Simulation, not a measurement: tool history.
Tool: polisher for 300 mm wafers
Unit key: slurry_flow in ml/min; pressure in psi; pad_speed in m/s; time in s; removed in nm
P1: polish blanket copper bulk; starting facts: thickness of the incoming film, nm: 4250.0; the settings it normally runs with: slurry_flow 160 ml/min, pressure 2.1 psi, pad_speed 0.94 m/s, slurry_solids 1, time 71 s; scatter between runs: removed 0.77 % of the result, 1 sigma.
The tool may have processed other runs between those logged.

| run | hour | slurry_flow | pressure | pad_speed | slurry_solids | time | wafers polished on this pad | hours since the slurry nozzle was cleaned | hours since the head pressure was calibrated | hours since the slurry blender was calibrated | removed |
|---|---|---|---|---|---|---|---|---|---|---|---|
| 1 | 7.6 | 160 | 2.1 | 0.94 | 1 | 71 | 284 | 408.2 | 132.1 | 124.7 | 391.12 |
| 2 | 13.7 | 160 | 2.1 | 0.94 | 0.55 | 38 | 335 | 414.3 | 138.2 | 130.8 | 185.77 |
| 3 | 20.8 | 160 | 2.1 | 0.94 | 1 | 71 | 394 | 421.4 | 145.3 | 137.9 | 394.86 |
| 4 | 24.5 | 160 | 2.1 | 0.94 | 1.5 | 71 | 426 | 425.1 | 149 | 141.6 | 426.74 |
| 5 | 30.8 | 160 | 3.1 | 0.94 | 1 | 71 | 478 | 431.4 | 155.3 | 147.9 | 575.24 |
| 6 | 37 | 160 | 1.5 | 0.94 | 1 | 71 | 531 | 437.6 | 161.5 | 154.1 | 280.67 |
| 7 | 44.3 | 160 | 2.1 | 0.94 | 1 | 71 | 592 | 444.9 | 168.8 | 161.4 | 392.27 |
| 8 | 49 | 160 | 2.1 | 0.42 | 1 | 71 | 631 | 449.6 | 173.5 | 166.1 | 172.17 |
| 9 | 55.1 | 160 | 2.1 | 0.94 | 1 | 95 | 683 | 455.7 | 179.6 | 172.2 | 526.88 |
| 10 | 58.6 | 225 | 2.1 | 0.94 | 1 | 71 | 712 | 459.2 | 183.1 | 175.7 | 407.38 |
| 11 | 64.8 | 95 | 2.1 | 0.94 | 1 | 71 | 764 | 465.4 | 189.3 | 181.9 | 349.47 |
| 12 | 72.1 | 160 | 2.1 | 0.94 | 1 | 45 | 826 | 472.7 | 196.6 | 189.2 | 248.99 |
| 13 | 78.5 | 160 | 2.1 | 0.94 | 1 | 71 | 879 | 479.1 | 203 | 195.6 | 390.83 |
| 14 | 84.6 | 160 | 2.1 | 0.94 | 0.5 | 71 | 931 | 485.2 | 209.1 | 201.7 | 340.02 |
| 15 | 89.8 | 160 | 2.1 | 1.48 | 1 | 71 | 974 | 490.4 | 214.3 | 206.9 | 610.8 |
| 16 | 93.1 | 160 | 1.1 | 0.94 | 1 | 39 | 1002 | 493.7 | 217.6 | 210.2 | 112.61 |
| 17 | 98.3 | 160 | 2.1 | 0.94 | 1 | 71 | 1046 | 498.9 | 222.8 | 215.4 | 395.78 |
| 18 | 102.1 | 160 | 2.1 | 0.94 | 1 | 71 | 1078 | 502.7 | 226.6 | 219.2 | 391.48 |
| 19 | 106.9 | 160 | 2.1 | 0.94 | 1 | 71 | 1118 | 507.5 | 231.4 | 224 | 386.42 |
| 20 | 113 | 160 | 2.1 | 0.94 | 1 | 71 | 1169 | 513.6 | 237.5 | 230.1 | 381 |
| 21 | 116.9 | 160 | 2.1 | 0.94 | 1 | 71 | 1202 | 517.5 | 241.4 | 234 | 365.2 |
| 22 | 124.2 | 160 | 2.1 | 0.94 | 1 | 71 | 1263 | 524.8 | 248.7 | 241.3 | 361.47 |
|  | 128.9 | slurry blender recalibrated |
| 23 | 129.1 | 160 | 2.1 | 0.94 | 1 | 71 | 1305 | 529.7 | 253.6 | 0.3 | 365.4 |
| 24 | 133.9 | 160 | 2.1 | 0.94 | 1 | 71 | 1345 | 534.5 | 258.4 | 5.1 | 362.66 |
|  | 140 | head pressure recalibrated |
| 25 | 141.4 | 160 | 2.1 | 0.94 | 1 | 71 | 1408 | 542 | 1.4 | 12.6 | 357.94 |
| 26 | 147.9 | 160 | 2.1 | 0.94 | 1 | 71 | 1463 | 548.5 | 7.9 | 19.1 | 358.67 |
| 27 | 154.7 | 160 | 2.1 | 0.94 | 1 | 71 | 1520 | 555.3 | 14.7 | 25.9 | 357.59 |
| 28 | 159.3 | 160 | 2.1 | 0.94 | 1 | 71 | 1558 | 559.9 | 19.3 | 30.5 | 353.54 |
| 29 | 163 | 160 | 2.1 | 0.94 | 1 | 71 | 1589 | 563.6 | 23 | 34.2 | 360.74 |

The log shows P1 creeping away from where it was. Any of the 2 causes listed here, at the size stated for it, fits the log just as well as the others:
A: removal rate lost through wear of the pad, % = 9.51
B: slurry flow missing at the pad, % = 38.3
The gradual shift began around hour 106.9.
Every other cause this tool's parts could produce, and why it does not fit the log:
head's pressure below its setpoint, %: serviced at hour 140, after the drift had started, without restoring the earlier output
abrasive missing from the slurry, %: serviced at hour 128.9, after the drift had started, without restoring the earlier output

Question marks stand in for the results of the 4 check runs listed below, each run on one wafer. Under which run would the listed causes show clearly different results?
| check 1 | 166.7 | 160 | 1.5 | 0.94 | 0.6 | 71 |  |  |  |  | ? |
| check 2 | 166.7 | 95 | 2.1 | 0.94 | 1 | 54 |  |  |  |  | ? |
| check 3 | 166.7 | 160 | 2.1 | 0.94 | 0.55 | 71 |  |  |  |  | ? |
| check 4 | 166.7 | 195 | 2.1 | 1.36 | 1 | 71 |  |  |  |  | ? |

Check results expected under each cause:
| check | result | if A | if B |
|---|---|---|---|
| check 1 | removed | 227.69 | 227.68 |
| check 2 | removed | 241.51 | 228.01 |
| check 3 | removed | 313.27 | 313.26 |
| check 4 | removed | 528.29 | 537.07 |
Per-check spread between the two closest causes, in the result where they differ most: check 1 0 %; check 2 5.75 %; check 3 0 %; check 4 1.65 %
Check 2 tells the causes apart: in the others they would give nearly the same result.

Check 2 has now been run. It gave: removed 242.13 nm. Which of the candidate causes is it?

It is A: removal rate lost through wear of the pad, %.
